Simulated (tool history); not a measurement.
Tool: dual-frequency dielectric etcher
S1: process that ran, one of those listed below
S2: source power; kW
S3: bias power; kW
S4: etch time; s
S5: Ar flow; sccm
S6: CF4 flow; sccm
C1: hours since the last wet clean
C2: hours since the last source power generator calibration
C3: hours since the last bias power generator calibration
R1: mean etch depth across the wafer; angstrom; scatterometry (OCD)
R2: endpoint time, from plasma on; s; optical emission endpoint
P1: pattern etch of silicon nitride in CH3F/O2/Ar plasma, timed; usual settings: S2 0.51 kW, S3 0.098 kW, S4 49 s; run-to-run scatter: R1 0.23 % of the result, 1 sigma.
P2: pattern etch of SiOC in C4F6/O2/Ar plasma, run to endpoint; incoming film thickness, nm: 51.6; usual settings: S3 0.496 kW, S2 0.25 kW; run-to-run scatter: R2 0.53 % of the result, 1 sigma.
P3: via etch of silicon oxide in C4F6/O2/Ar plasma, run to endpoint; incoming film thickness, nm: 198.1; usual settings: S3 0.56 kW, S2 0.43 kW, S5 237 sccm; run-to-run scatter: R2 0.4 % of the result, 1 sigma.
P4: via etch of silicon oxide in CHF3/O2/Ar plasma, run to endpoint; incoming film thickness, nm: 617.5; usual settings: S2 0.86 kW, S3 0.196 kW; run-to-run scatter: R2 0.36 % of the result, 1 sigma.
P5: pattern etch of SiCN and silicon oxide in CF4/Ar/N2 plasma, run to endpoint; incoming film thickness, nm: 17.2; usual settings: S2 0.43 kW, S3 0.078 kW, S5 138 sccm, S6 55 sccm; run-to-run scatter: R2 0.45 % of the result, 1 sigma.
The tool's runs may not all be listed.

run     day  S1    S2     S3    S4   S5  S6     C1      C2      C3      R1      R2
  1   0.696  P1  0.51  0.098    49           201.1    2298  1664.4  409.79
  2   1.204  P3  0.54   0.56        237      213.3  2310.2  1676.6          35.679
  3   1.592  P2  0.19  0.496                 222.6  2319.5  1685.9          23.368
  4   2.204  P1  0.51  0.098    49           237.3  2334.2  1700.6  406.83
  5   2.871  P4  0.86  0.196                 253.3  2350.2  1716.6          268.38
  6   3.262  P1  0.51  0.077    49           262.7  2359.6    1726  375.31
  7   3.817  P1  0.35  0.114    49             276  2372.9  1739.3  374.33
  8   4.508  P1  0.51  0.098    60           292.6  2389.5  1755.9  498.26
  9   4.808  P3  0.43   0.56        237      299.8  2396.7  1763.1          39.083
 10   5.358  P1  0.51  0.098    49             313  2409.9  1776.3  409.11
      5.896  -- wet clean of the chamber
 11    6.05  P1  0.51  0.124    49             3.7  2426.5  1792.9  444.39
 12   6.417  P2  0.25  0.361                  12.5  2435.3  1801.7          23.621
 13   7.017  P3  0.43  0.716        237       26.9  2449.7  1816.1          35.219
 14   7.417  P3  0.43   0.56        158       36.5  2459.3  1825.7          37.145
 15   7.962  P1  0.51  0.098    49            49.6  2472.4  1838.8  406.74
 16   8.429  P1  0.71  0.098    49            60.8  2483.6    1850  461.07
 17   9.129  P5  0.43  0.078         82  55   77.6  2500.4  1866.8           19.41
 18   9.592  P4  0.56  0.196                  88.7  2511.5  1877.9           317.8
 19  10.042  P5  0.43  0.058        138  55   99.5  2522.3  1888.7          23.226
 20  10.696  P3  0.43   0.56        237      115.2    2538  1904.4          39.204
 21  11.388  P5  0.43  0.078        138  55  131.8  2554.6    1921          20.996
 22  11.883  P5  0.43  0.078        138  32  143.7  2566.5  1932.9          22.772
 23  12.271  P1  0.51  0.098    49             153  2575.8  1942.2  407.95
 24  12.883  P1  0.36  0.098    49           167.7  2590.5  1956.9  357.14
 25   13.35  P4  0.86  0.159                 178.9  2601.7  1968.1          285.98
 26  13.708  P5  0.29  0.078        138  55  187.5  2610.3  1976.7           29.48
 27  14.317  P2  0.25  0.496                 202.1  2624.9  1991.3          21.088
 28  15.012  P1  0.51  0.098    27           218.8  2641.6    2008  223.91
 29  15.338  P1   0.4  0.076    49           226.6  2649.4  2015.8   339.8
 30  15.646  P5  0.43  0.078        138  55    234  2656.8  2023.2          20.956
 31  15.996  P1  0.37  0.098  62.5           242.4  2665.2  2031.6  460.13
 32  16.592  P1  0.51  0.098    49           256.7  2679.5  2045.9  406.16
 33  17.075  P1  0.51  0.098    49           268.3  2691.1  2057.5  404.14
 34  17.417  P1  0.51  0.098    49           276.5  2699.3  2065.7  403.03
 35  17.721  P1  0.51  0.098    49           283.8  2706.6    2073  402.19
 36  18.054  P1  0.51  0.098    49           291.8  2714.6    2081  404.72
 37   18.65  P1  0.51  0.098    49           306.1  2728.9  2095.3  402.71
     19.038  -- wet clean of the chamber
 38  19.162  P1  0.51  0.098    49               3  2741.2  2107.6  403.02
 39  19.812  P1  0.51  0.098    49            18.6  2756.8  2123.2  401.59
 40  20.392  P1  0.51  0.098    49            32.5  2770.7  2137.1  400.93
 41  20.729  P1  0.51  0.098    49            40.6  2778.8  2145.2  401.26
 42  21.275  P1  0.51  0.098    49            53.7  2791.9  2158.3  399.71
 43  21.729  P1  0.51  0.098    49            64.6  2802.8  2169.2  400.84

What P1 gives has crept away from where it was. These 2 causes fit the log equally well, each at the size given:
A: source power that arrives under what is set, % = 4.29
B: bias power that arrives under what is set, % = 4.48
The creep began at about day 16.592.
Why every other cause is out:
chamber walls in a state that lowers the etch rate, %: serviced at day 19.038, which brought nothing back

4 check runs are offered, each on 3 wafers whose results are averaged, their results left as question marks. Which one tells the causes apart?
check 1  22.183  P5  0.43  0.078      138  55                   ?
check 2  22.183  P3  0.43   0.56      237                       ?
check 3  22.183  P2  0.25  0.496                                ?
check 4  22.183  P4  0.86  0.196                                ?

What each check would give under each cause:
  check  result    if A    if B
check 1      R2  21.816  21.363
check 2      R2  39.611  39.658
check 3      R2  21.365  21.394
check 4      R2  273.25  272.81
How far apart the two closest causes lie, in the result that separates them most: check 1 2.1 %; check 2 0.12 %; check 3 0.14 %; check 4 0.16 %
Only check 1 tells the causes apart: in the others they would give nearly the same result.

Check 1 was then run and gave: R2 21.712 s. Which cause is it?

It is A: source power that arrives under what is set, %.
